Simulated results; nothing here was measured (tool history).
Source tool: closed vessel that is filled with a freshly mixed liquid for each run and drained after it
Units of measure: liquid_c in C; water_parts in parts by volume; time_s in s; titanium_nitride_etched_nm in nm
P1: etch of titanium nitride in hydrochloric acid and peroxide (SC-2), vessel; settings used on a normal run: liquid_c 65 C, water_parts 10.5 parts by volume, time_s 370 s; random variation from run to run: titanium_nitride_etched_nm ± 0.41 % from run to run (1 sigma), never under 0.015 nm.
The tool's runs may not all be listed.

run	hour	liquid_c	water_parts	time_s	hours since the thermometer was replaced	hours since the chemicals flow meter was replaced	hours since the drum of peroxide was connected	titanium_nitride_etched_nm
1	12.0	65	10.5	370	510.3	234.3	191.6	17.6950
2	18.4	52	4.5	370	516.7	240.7	198.0	14.9010
3	23.7	65	10.5	370	522.0	246.0	203.3	17.7620
4	32.5	65	10.5	715	530.8	254.8	212.1	33.9080
5	38.5	72	10.5	370	536.8	260.8	218.1	26.5410
6	50.5	65	4.0	370	548.8	272.8	230.1	37.0690
7	62.3	65	17.5	370	560.6	284.6	241.9	11.3190
8	67.6	50	10.5	370	565.9	289.9	247.2	6.7663
9	76.8	65	10.5	370	575.1	299.1	256.4	17.6990
10	82.2	65	10.5	30	580.5	304.5	261.8	1.4494
11	89.0	65	10.5	370	587.3	311.3	268.6	17.6830
# hour 89.4: chemicals flow meter replaced
12	100.2	65	10.5	370	598.5	10.8	279.8	17.6670
13	109.4	65	10.5	370	607.7	20.0	289.0	17.6350
14	118.7	65	10.5	370	617.0	29.3	298.3	17.2040
15	124.8	65	10.5	370	623.1	35.4	304.4	16.7920
16	134.1	65	10.5	370	632.4	44.7	313.7	16.5260
17	139.8	65	10.5	370	638.1	50.4	319.4	16.3880
18	148.4	65	10.5	370	646.7	59.0	328.0	16.3180
# hour 149.3: new drum of peroxide connected
19	159.4	65	10.5	370	657.7	70.0	10.2	16.3820
20	167.7	65	10.5	370	666.0	78.3	18.5	16.1640
21	176.1	65	10.5	370	674.4	86.7	26.9	16.0990
22	184.6	65	10.5	370	682.9	95.2	35.4	16.1170
23	194.2	65	10.5	370	692.5	104.8	45.0	15.9880

Something has made what P1 gives creep away from where it was; the 2 causes below, each at its own stated size, fit the log equally well:
A: liquid colder than its thermometer reads (K) = 1.54
B: chemicals flow below the setpoint (%) = 10.5
At approximately hour 109.4, the process output began to creep.
Every other cause this tool's parts could produce, and why it does not fit the log:
peroxide weaker than its label (%): serviced at hour 149.3, after the drift had started, without restoring the earlier output

The 4 check runs listed below each average the results of 2 wafers, and their outcomes are marked with question marks. Under which run would the listed causes produce clearly different results?
check 1	203.8	65	14.5	695				?
check 2	203.8	65	16.5	75				?
check 3	203.8	72	10.5	535				?
check 4	203.8	52	4.5	370				?

What each check would give under each cause:
check	result	if A	if B
check 1	titanium_nitride_etched_nm	22.8740	22.7840
check 2	titanium_nitride_etched_nm	2.2015	2.1898
check 3	titanium_nitride_etched_nm	35.4230	35.2960
check 4	titanium_nitride_etched_nm	13.4660	13.7910
Minimum pairwise separation of causes per check, each pair taken at its best-separating result: check 1 0.39 %; check 2 0.53 %; check 3 0.36 %; check 4 2.38 %
Only in check 4 would the causes give clearly different results; in the remaining checks their results would be nearly the same.

Then check 4 was run and gave: titanium_nitride_etched_nm 13.5130 nm. Which cause is it?

The cause is A: liquid colder than its thermometer reads (K).
